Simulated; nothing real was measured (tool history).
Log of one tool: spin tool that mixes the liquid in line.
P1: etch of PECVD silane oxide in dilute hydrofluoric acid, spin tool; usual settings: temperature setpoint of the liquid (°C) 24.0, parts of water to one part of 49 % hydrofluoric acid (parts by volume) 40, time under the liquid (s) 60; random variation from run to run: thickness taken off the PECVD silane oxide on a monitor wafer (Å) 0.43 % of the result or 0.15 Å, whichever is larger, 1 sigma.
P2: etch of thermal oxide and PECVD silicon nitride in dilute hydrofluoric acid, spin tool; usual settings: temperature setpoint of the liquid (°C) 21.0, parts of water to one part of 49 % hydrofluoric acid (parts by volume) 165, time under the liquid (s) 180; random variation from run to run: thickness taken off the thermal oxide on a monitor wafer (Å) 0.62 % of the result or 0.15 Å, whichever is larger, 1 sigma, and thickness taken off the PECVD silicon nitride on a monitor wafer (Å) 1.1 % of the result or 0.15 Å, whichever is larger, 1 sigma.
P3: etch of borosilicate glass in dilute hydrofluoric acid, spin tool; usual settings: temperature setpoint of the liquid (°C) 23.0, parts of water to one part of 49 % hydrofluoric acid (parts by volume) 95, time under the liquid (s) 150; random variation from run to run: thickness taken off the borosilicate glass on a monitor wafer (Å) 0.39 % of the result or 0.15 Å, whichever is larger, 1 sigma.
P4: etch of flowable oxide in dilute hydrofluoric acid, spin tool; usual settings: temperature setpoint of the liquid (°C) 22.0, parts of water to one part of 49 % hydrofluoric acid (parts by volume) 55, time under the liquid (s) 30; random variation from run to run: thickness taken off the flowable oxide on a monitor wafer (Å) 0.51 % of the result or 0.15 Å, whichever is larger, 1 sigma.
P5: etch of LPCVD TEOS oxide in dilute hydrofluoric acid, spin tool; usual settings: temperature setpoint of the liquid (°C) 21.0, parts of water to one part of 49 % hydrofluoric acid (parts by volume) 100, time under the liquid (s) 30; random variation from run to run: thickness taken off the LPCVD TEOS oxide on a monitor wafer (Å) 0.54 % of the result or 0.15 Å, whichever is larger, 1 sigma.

| run | day | process that ran | temperature setpoint of the liquid (°C) | parts of water to one part of 49 % hydrofluoric acid (parts by volume) | time under the liquid (s) | hours since the thermometer was replaced | hours since the hydrofluoric acid flow meter was replaced | thickness taken off the PECVD silane oxide on a monitor wafer (Å) | thickness taken off the borosilicate glass on a monitor wafer (Å) | thickness taken off the flowable oxide on a monitor wafer (Å) | thickness taken off the thermal oxide on a monitor wafer (Å) | thickness taken off the PECVD silicon nitride on a monitor wafer (Å) | thickness taken off the LPCVD TEOS oxide on a monitor wafer (Å) |
|---|---|---|---|---|---|---|---|---|---|---|---|---|---|
| 1 | 0.354 | P1 | 24.0 | 40 | 60 | 1265.7 | 341.0 | 519.11 |  |  |  |  |  |
| 2 | 0.558 | P1 | 24.0 | 40 | 60 | 1270.6 | 345.9 | 521.98 |  |  |  |  |  |
| 3 | 0.908 | P3 | 23.0 | 95 | 245 | 1279.0 | 354.3 |  | 898.94 |  |  |  |  |
| 4 | 1.212 | P3 | 23.0 | 95 | 150 | 1286.3 | 361.6 |  | 550.95 |  |  |  |  |
| 5 | 1.562 | P4 | 22.0 | 55 | 60 | 1294.7 | 370.0 |  |  | 439.19 |  |  |  |
| 6 | 1.842 | P1 | 24.0 | 40 | 20 | 1301.4 | 376.7 | 172.78 |  |  |  |  |  |
| 7 | 2.067 | P2 | 21.0 | 165 | 15 | 1306.8 | 382.1 |  |  |  | 3.4687 | 1.5964 |  |
| 8 | 2.267 | P5 | 21.0 | 165 | 30 | 1311.6 | 386.9 |  |  |  |  |  | 82.049 |
| 9 | 2.492 | P1 | 24.0 | 40 | 90 | 1317.0 | 392.3 | 779.59 |  |  |  |  |  |
| 10 | 2.804 | P2 | 21.0 | 165 | 180 | 1324.5 | 399.8 |  |  |  | 42.0020 | 20.6790 |  |
| 11 | 2.983 | P3 | 23.0 | 95 | 150 | 1328.8 | 404.1 |  | 547.27 |  |  |  |  |
| 12 | 3.283 | P1 | 24.0 | 65 | 60 | 1336.0 | 411.3 | 307.07 |  |  |  |  |  |
| 13 | 3.567 | P3 | 23.0 | 145 | 150 | 1342.8 | 418.1 |  | 338.83 |  |  |  |  |
| 14 | 3.733 | P1 | 24.0 | 20 | 60 | 1346.8 | 422.1 | 1056.30 |  |  |  |  |  |
| 15 | 3.908 | P4 | 22.0 | 80 | 30 | 1351.0 | 426.3 |  |  | 147.97 |  |  |  |
| 16 | 4.246 | P4 | 17.0 | 55 | 30 | 1359.1 | 434.4 |  |  | 178.49 |  |  |  |
| 17 | 4.512 | P5 | 17.0 | 100 | 30 | 1365.5 | 440.8 |  |  |  |  |  | 123.360 |
| 18 | 4.817 | P1 | 24.0 | 55 | 105 | 1372.8 | 448.1 | 643.69 |  |  |  |  |  |
| 19 | 4.996 | P5 | 21.0 | 100 | 15 | 1377.1 | 452.4 |  |  |  |  |  | 72.384 |
| 20 | 5.158 | P2 | 26.0 | 165 | 180 | 1381.0 | 456.3 |  |  |  | 50.5670 | 28.6630 |  |
| 21 | 5.512 | P4 | 22.0 | 55 | 30 | 1389.5 | 464.8 |  |  | 222.14 |  |  |  |
| 22 | 5.817 | P1 | 18.5 | 40 | 60 | 1396.8 | 472.1 | 410.77 |  |  |  |  |  |
| 23 | 6.021 | P4 | 22.0 | 55 | 30 | 1401.7 | 477.0 |  |  | 222.47 |  |  |  |
| 24 | 6.338 | P5 | 21.0 | 100 | 30 | 1409.3 | 484.6 |  |  |  |  |  | 145.190 |
| 25 | 6.517 | P1 | 24.0 | 40 | 60 | 1413.6 | 488.9 | 514.06 |  |  |  |  |  |
| 26 | 6.808 | P1 | 31.5 | 40 | 60 | 1420.6 | 495.9 | 700.47 |  |  |  |  |  |
| 27 | 7.038 | P1 | 24.0 | 40 | 60 | 1426.1 | 501.4 | 517.06 |  |  |  |  |  |
| 28 | 7.317 | P3 | 17.0 | 95 | 150 | 1432.8 | 508.1 |  | 427.78 |  |  |  |  |
| 29 | 7.567 | P2 | 21.0 | 40 | 180 | 1438.8 | 514.1 |  |  |  | 196.6100 | 81.5170 |  |
| 30 | 7.750 | P1 | 24.0 | 40 | 60 | 1443.2 | 518.5 | 517.64 |  |  |  |  |  |
| 31 | 8.054 | P1 | 24.0 | 40 | 60 | 1450.5 | 525.8 | 499.13 |  |  |  |  |  |
| 32 | 8.300 | P1 | 24.0 | 40 | 60 | 1456.4 | 531.7 | 491.43 |  |  |  |  |  |
| 33 | 8.496 | P1 | 24.0 | 40 | 60 | 1461.1 | 536.4 | 490.75 |  |  |  |  |  |
| 34 | 8.762 | P1 | 24.0 | 40 | 60 | 1467.5 | 542.8 | 480.46 |  |  |  |  |  |
| 35 | 9.071 | P1 | 24.0 | 40 | 60 | 1474.9 | 550.2 | 480.13 |  |  |  |  |  |
| 36 | 9.229 | P1 | 24.0 | 40 | 60 | 1478.7 | 554.0 | 477.46 |  |  |  |  |  |

The next listed run, before its measurement:
| 37 | 9.467 | P1 | 24.0 | 40 | 60 | 1484.4 | 559.7 | ? |  |  |  |  |  |

Run 37 gave thickness taken off the PECVD silane oxide on a monitor wafer (Å) 482.54.
